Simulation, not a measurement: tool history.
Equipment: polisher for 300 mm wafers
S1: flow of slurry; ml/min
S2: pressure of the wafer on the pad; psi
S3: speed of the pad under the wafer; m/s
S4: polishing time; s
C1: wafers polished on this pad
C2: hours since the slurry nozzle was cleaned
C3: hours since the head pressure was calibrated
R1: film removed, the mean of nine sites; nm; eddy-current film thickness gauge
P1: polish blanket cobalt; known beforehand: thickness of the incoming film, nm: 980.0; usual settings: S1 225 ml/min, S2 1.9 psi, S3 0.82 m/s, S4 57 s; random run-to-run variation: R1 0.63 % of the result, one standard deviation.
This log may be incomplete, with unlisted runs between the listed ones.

Run 1, hour 8.0: S1 225 ml/min, S2 1.9 psi, S3 0.82 m/s, S4 57 s; C1 940; C2 77.9; C3 85.4. Result: R1 205.490 nm.
Run 2, hour 14.6: S1 225 ml/min, S2 1.9 psi, S3 0.82 m/s, S4 57 s; C1 1027; C2 84.5; C3 92.0. Result: R1 203.210 nm.
Run 3, hour 21.0: S1 225 ml/min, S2 1.9 psi, S3 0.40 m/s, S4 57 s; C1 1111; C2 90.9; C3 98.4. Result: R1 100.330 nm.
Run 4, hour 26.8: S1 225 ml/min, S2 0.9 psi, S3 0.82 m/s, S4 57 s; C1 1187; C2 96.7; C3 104.2. Result: R1 98.464 nm.
Run 5, hour 31.1: S1 225 ml/min, S2 1.9 psi, S3 0.82 m/s, S4 57 s; C1 1244; C2 101.0; C3 108.5. Result: R1 206.180 nm.
Run 6, hour 37.6: S1 225 ml/min, S2 1.9 psi, S3 0.82 m/s, S4 57 s; C1 1329; C2 107.5; C3 115.0. Result: R1 204.240 nm.
Run 7, hour 41.6: S1 150 ml/min, S2 1.9 psi, S3 0.82 m/s, S4 72 s; C1 1382; C2 111.5; C3 119.0. Result: R1 243.120 nm.
Run 8, hour 49.6: S1 225 ml/min, S2 1.9 psi, S3 1.06 m/s, S4 57 s; C1 1487; C2 119.5; C3 127.0. Result: R1 265.940 nm.
Run 9, hour 58.2: S1 225 ml/min, S2 1.1 psi, S3 1.16 m/s, S4 57 s; C1 1600; C2 128.1; C3 135.6. Result: R1 165.250 nm.
At hour 59.2: head pressure recalibrated.
Run 10, hour 66.7: S1 225 ml/min, S2 3.0 psi, S3 0.82 m/s, S4 57 s; C1 1712; C2 136.6; C3 7.5. Result: R1 325.610 nm.
Run 11, hour 75.1: S1 135 ml/min, S2 1.9 psi, S3 0.82 m/s, S4 57 s; C1 1822; C2 145.0; C3 15.9. Result: R1 188.430 nm.
Run 12, hour 80.8: S1 225 ml/min, S2 1.9 psi, S3 0.82 m/s, S4 89 s; C1 1897; C2 150.7; C3 21.6. Result: R1 319.150 nm.
Run 13, hour 86.1: S1 225 ml/min, S2 1.9 psi, S3 0.82 m/s, S4 26 s; C1 1967; C2 156.0; C3 26.9. Result: R1 92.342 nm.
Run 14, hour 91.5: S1 225 ml/min, S2 1.9 psi, S3 0.82 m/s, S4 57 s; C1 2038; C2 161.4; C3 32.3. Result: R1 205.360 nm.
Run 15, hour 99.8: S1 225 ml/min, S2 1.4 psi, S3 1.02 m/s, S4 57 s; C1 2147; C2 169.7; C3 40.6. Result: R1 187.500 nm.
Run 16, hour 106.6: S1 330 ml/min, S2 1.9 psi, S3 0.82 m/s, S4 57 s; C1 2236; C2 176.5; C3 47.4. Result: R1 212.600 nm.
Run 17, hour 111.4: S1 225 ml/min, S2 1.9 psi, S3 0.82 m/s, S4 57 s; C1 2300; C2 181.3; C3 52.2. Result: R1 204.170 nm.
Run 18, hour 119.3: S1 225 ml/min, S2 1.9 psi, S3 0.82 m/s, S4 57 s; C1 2403; C2 189.2; C3 60.1. Result: R1 202.980 nm.
Run 19, hour 126.6: S1 225 ml/min, S2 1.9 psi, S3 0.82 m/s, S4 57 s; C1 2499; C2 196.5; C3 67.4. Result: R1 200.680 nm.
Run 20, hour 132.4: S1 225 ml/min, S2 1.9 psi, S3 0.82 m/s, S4 57 s; C1 2576; C2 202.3; C3 73.2. Result: R1 197.870 nm.
Run 21, hour 140.5: S1 225 ml/min, S2 1.9 psi, S3 0.82 m/s, S4 57 s; C1 2682; C2 210.4; C3 81.3. Result: R1 194.020 nm.
At hour 141.4: head pressure recalibrated.
Run 22, hour 145.0: S1 225 ml/min, S2 1.9 psi, S3 0.82 m/s, S4 57 s; C1 2741; C2 214.9; C3 3.6. Result: R1 192.100 nm.
Run 23, hour 151.7: S1 225 ml/min, S2 1.9 psi, S3 0.82 m/s, S4 57 s; C1 2829; C2 221.6; C3 10.3. Result: R1 192.580 nm.

Forecast run 24:
Run 24, hour 155.9: S1 225 ml/min, S2 1.9 psi, S3 0.82 m/s, S4 57 s; C1 2885; C2 225.8; C3 14.5. Result: R1 ?.

R1: 190.700 nm
